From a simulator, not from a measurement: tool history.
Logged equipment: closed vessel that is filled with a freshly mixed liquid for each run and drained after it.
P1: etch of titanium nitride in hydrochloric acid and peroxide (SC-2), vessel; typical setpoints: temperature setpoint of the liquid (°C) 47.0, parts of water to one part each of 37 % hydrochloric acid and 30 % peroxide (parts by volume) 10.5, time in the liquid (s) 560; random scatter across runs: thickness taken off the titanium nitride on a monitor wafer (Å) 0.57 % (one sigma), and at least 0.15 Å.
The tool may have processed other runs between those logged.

run    day  temperature setpoint of the liquid (°C)  parts of water to one part each of 37 % hydrochloric acid and 30 % peroxide (parts by volume)  time in the liquid (s)  hours since the thermometer was replaced  hours since the chemicals flow meter was replaced  hours since the drum of peroxide was connected  thickness taken off the titanium nitride on a monitor wafer (Å)
  1  0.258                                     47.0                                                                                           10.5                     560                                     565.4                                              264.9                                            92.4                                                          91.5260
  2  0.525                                     35.0                                                                                           10.5                     165                                     571.8                                              271.3                                            98.8                                                          11.8070
  3  0.721                                     60.5                                                                                           10.5                     560                                     576.5                                              276.0                                           103.5                                                         221.5700
  4  1.083                                     47.0                                                                                           10.5                      55                                     585.2                                              284.7                                           112.2                                                           8.9467
     1.117  -- chemicals flow meter replaced
  5  1.512                                     47.0                                                                                           17.0                     560                                     595.5                                                9.6                                           122.5                                                          59.1970
  6  1.846                                     47.0                                                                                           10.5                     560                                     603.5                                               17.6                                           130.5                                                          91.5440
  7  2.275                                     47.0                                                                                           10.5                     560                                     613.8                                               27.9                                           140.8                                                          91.1030
  8  2.529                                     47.0                                                                                           10.5                     560                                     619.9                                               34.0                                           146.9                                                          91.9340
  9  2.758                                     47.0                                                                                           10.5                     995                                     625.4                                               39.5                                           152.4                                                         161.7700
 10  3.067                                     47.0                                                                                           10.5                     560                                     632.8                                               46.9                                           159.8                                                          91.2770
 11  3.329                                     47.0                                                                                           10.5                     560                                     639.1                                               53.2                                           166.1                                                          90.7680
 12  3.738                                     47.0                                                                                            4.0                     560                                     648.9                                               63.0                                           175.9                                                         188.6300
 13  3.954                                     47.0                                                                                           10.5                     560                                     654.1                                               68.2                                           181.1                                                          91.7080
 14  4.388                                     35.0                                                                                           10.5                     560                                     664.5                                               78.6                                           191.5                                                          39.0940
 15  4.658                                     47.0                                                                                           10.5                     560                                     671.0                                               85.1                                           198.0                                                          91.8070
 16  4.950                                     47.0                                                                                           10.5                     560                                     678.0                                               92.1                                           205.0                                                          87.5010
 17  5.283                                     47.0                                                                                           10.5                     560                                     686.0                                              100.1                                           213.0                                                          84.5110
 18  5.512                                     47.0                                                                                           10.5                     560                                     691.5                                              105.6                                           218.5                                                          84.7110
 19  5.896                                     47.0                                                                                           10.5                     560                                     700.7                                              114.8                                           227.7                                                          83.1670
     5.971  -- new drum of peroxide connected
 20  6.296                                     47.0                                                                                           10.5                     560                                     710.3                                              124.4                                             7.9                                                          82.9420
 21  6.571                                     47.0                                                                                           10.5                     560                                     716.9                                              131.0                                            14.5                                                          81.9220

Run 22 has not been measured yet. What should we expect?
 22  6.850                                     47.0                                                                                           10.5                     560                                     723.6                                              137.7                                            21.2                                                                ?

{"run 22": {"thickness taken off the titanium nitride on a monitor wafer (Å)": 82.503}}
